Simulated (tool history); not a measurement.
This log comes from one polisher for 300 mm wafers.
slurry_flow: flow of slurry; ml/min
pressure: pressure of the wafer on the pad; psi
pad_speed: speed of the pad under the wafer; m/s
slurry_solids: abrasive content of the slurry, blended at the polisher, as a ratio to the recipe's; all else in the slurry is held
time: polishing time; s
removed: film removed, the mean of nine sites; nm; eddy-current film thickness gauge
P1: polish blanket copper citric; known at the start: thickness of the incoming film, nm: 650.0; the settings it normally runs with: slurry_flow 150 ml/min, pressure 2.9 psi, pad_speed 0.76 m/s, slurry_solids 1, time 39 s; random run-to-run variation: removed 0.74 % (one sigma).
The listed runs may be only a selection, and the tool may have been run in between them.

run,day,slurry_flow,pressure,pad_speed,slurry_solids,time,removed
1,0.129,150,2.9,0.76,1,39,58.68
2,0.3,200,2.9,0.76,1,20,31.622
# day 0.329: slurry blender recalibrated
3,0.429,150,2.9,0.76,1,39,58.27
4,0.533,150,2.9,0.76,1,39,58.614
5,0.671,150,3.9,0.76,1,39,77.582
6,0.846,150,2.9,0.76,1.45,39,63.67
7,1.042,150,2.9,0.34,1,39,27.164
8,1.196,150,2.9,1.16,1,39,88.095
9,1.375,150,2.9,0.76,1,49,72.595
10,1.567,150,1.7,0.76,1,39,34.629
# day 1.721: slurry nozzle cleaned
11,1.762,150,2.9,0.76,1,18,27.145
12,1.862,150,2.9,0.76,1,39,58.962
13,2.008,150,2.9,0.76,1,39,59.864
14,2.204,150,2.9,0.76,0.7,39,54.638
15,2.325,150,2.9,0.76,1,39,58.929
16,2.471,95,2.9,0.76,1,39,53.617
17,2.667,150,2.9,0.76,1,39,58.588
18,2.871,230,2.9,0.76,1,39,61.232
19,3.017,150,2.9,0.76,1,39,58.982
20,3.162,150,2.9,0.76,1,39,56.857
21,3.35,150,2.9,0.76,1,39,54.844

Run 22 has not been measured yet. What should we expect?
# day 3.525: slurry blender recalibrated
22,3.533,150,2.9,0.76,1,39,?

{"run 22": {"removed": 54.138}}
